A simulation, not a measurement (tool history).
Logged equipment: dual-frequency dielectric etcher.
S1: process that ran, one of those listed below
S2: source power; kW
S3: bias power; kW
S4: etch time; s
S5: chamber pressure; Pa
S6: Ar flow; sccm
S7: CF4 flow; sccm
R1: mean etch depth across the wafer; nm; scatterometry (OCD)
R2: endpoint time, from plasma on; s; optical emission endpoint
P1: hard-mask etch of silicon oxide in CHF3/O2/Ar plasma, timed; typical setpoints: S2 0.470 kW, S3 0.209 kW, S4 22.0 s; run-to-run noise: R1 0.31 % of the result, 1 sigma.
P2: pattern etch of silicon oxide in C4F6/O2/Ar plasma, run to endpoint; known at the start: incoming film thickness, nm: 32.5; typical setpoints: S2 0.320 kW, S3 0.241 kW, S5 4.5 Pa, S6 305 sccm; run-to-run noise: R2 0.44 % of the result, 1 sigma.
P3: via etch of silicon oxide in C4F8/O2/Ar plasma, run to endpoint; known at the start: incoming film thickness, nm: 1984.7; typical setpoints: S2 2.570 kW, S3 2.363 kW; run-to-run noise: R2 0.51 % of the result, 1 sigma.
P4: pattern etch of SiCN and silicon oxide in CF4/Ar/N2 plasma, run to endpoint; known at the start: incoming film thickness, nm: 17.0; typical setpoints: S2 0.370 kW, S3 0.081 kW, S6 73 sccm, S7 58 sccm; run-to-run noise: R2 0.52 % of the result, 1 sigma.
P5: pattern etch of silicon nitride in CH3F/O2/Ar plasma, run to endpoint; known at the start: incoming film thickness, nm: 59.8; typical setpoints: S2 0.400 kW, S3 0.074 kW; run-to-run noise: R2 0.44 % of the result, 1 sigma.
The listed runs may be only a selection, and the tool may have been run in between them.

run   hour  S1     S2     S3    S4   S5   S6  S7      R1        R2
  1    6.5  P1  0.470  0.209  22.0                41.081
  2   12.5  P1  0.390  0.285  22.0                43.245
  3   15.7  P1  0.470  0.159  22.0                37.692
  4   20.6  P5  0.400  0.074                               84.0850
  5   27.1  P5  0.400  0.074                               85.2680
  6   33.8  P1  0.470  0.209  13.5                25.511
  7   37.1  P5  0.400  0.060                               90.8200
  8   42.7  P1  0.470  0.209  22.0                41.315
  9   48.7  P2  0.320  0.241        4.5  364               10.5740
 10   53.3  P4  0.370  0.109              73  58           20.9460
 11   58.1  P1  0.630  0.209  22.0                46.250
 12   62.9  P1  0.470  0.209  30.5                57.189
      65.9  -- wet clean of the chamber
 13   67.7  P1  0.470  0.258  32.0                64.581
 14   72.9  P3  2.570  2.363                              344.4600
 15   77.6  P1  0.350  0.127  22.0                31.256
 16   81.8  P2  0.450  0.241        4.5  305                9.0191
 17   87.7  P1  0.470  0.209  22.0                41.296
 18   91.5  P5  0.560  0.074                               73.9870
 19   95.4  P4  0.370  0.081              73  35           24.8550
 20  100.3  P4  0.370  0.081              73  58           23.3840
 21  105.3  P1  0.470  0.209  22.0                41.529
 22  111.8  P2  0.320  0.241        4.5  305               10.3100
 23  115.9  P1  0.470  0.293  22.0                46.653
 24  122.4  P1  0.470  0.209  22.0                41.281
 25  128.2  P1  0.290  0.209  22.0                34.397
     132.3  -- source power generator calibrated
 26  134.1  P3  3.540  2.363                              303.9000
 27  138.7  P2  0.320  0.323        4.5  305                9.3003
 28  144.2  P2  0.320  0.241        5.7  305               10.6120
 29  148.1  P4  0.510  0.081              73  58           17.5750
 30  151.5  P3  2.570  1.460                              392.2000
 31  158.2  P4  0.370  0.081              73  58           23.3460
 32  162.4  P4  0.370  0.081              86  58           23.7260
 33  167.1  P1  0.470  0.209  22.0                41.357
 34  170.1  P1  0.470  0.209  22.0                41.341
 35  174.3  P1  0.470  0.209  22.0                40.858
 36  180.0  P1  0.470  0.209  22.0                40.758
 37  185.8  P1  0.470  0.209  22.0                41.079
     187.3  -- wet clean of the chamber
 38  191.4  P1  0.470  0.209  22.0                40.926
 39  196.4  P1  0.470  0.209  22.0                40.795

Something has made what P1 gives creep away from where it was; the 2 causes below, each at its own stated size, fit the log equally well:
A: source power that arrives under what is set, % = 3.99
B: bias power that arrives under what is set, % = 4.29
The creep began at about hour 167.1.
Why every other cause is out:
chamber walls in a state that lowers the etch rate, %: serviced after onset, at hour 187.3, with no recovery of the prior output

Consider the 4 check runs below, whose results appear as question marks and each of which averages 5 wafers. Which one distinguishes the causes, in that each cause would give it a clearly different result?
check 1  201.4  P3  2.980  1.658                         ?
check 2  201.4  P5  0.530  0.074                         ?
check 3  201.4  P2  0.320  0.305      4.5  305           ?
check 4  201.4  P4  0.370  0.081            73  46       ?

Predicted outcomes, by check and by cause:
  check  result      if A      if B
check 1      R2  363.7900  361.9700
check 2      R2   77.2100   77.1480
check 3      R2    9.6554    9.6570
check 4      R2   24.8220   24.3270
Separation of the two closest causes in each check, using whichever result separates them best: check 1 0.5 %; check 2 0.08 %; check 3 0.02 %; check 4 2.01 %
Check 4 distinguishes between the causes, while the remaining checks would return nearly the same result for all of them.

Check 4 was carried out, with these results: R2 24.3600 s. Which of the listed causes is responsible?

Of the candidate causes, it is B: bias power that arrives under what is set, %.

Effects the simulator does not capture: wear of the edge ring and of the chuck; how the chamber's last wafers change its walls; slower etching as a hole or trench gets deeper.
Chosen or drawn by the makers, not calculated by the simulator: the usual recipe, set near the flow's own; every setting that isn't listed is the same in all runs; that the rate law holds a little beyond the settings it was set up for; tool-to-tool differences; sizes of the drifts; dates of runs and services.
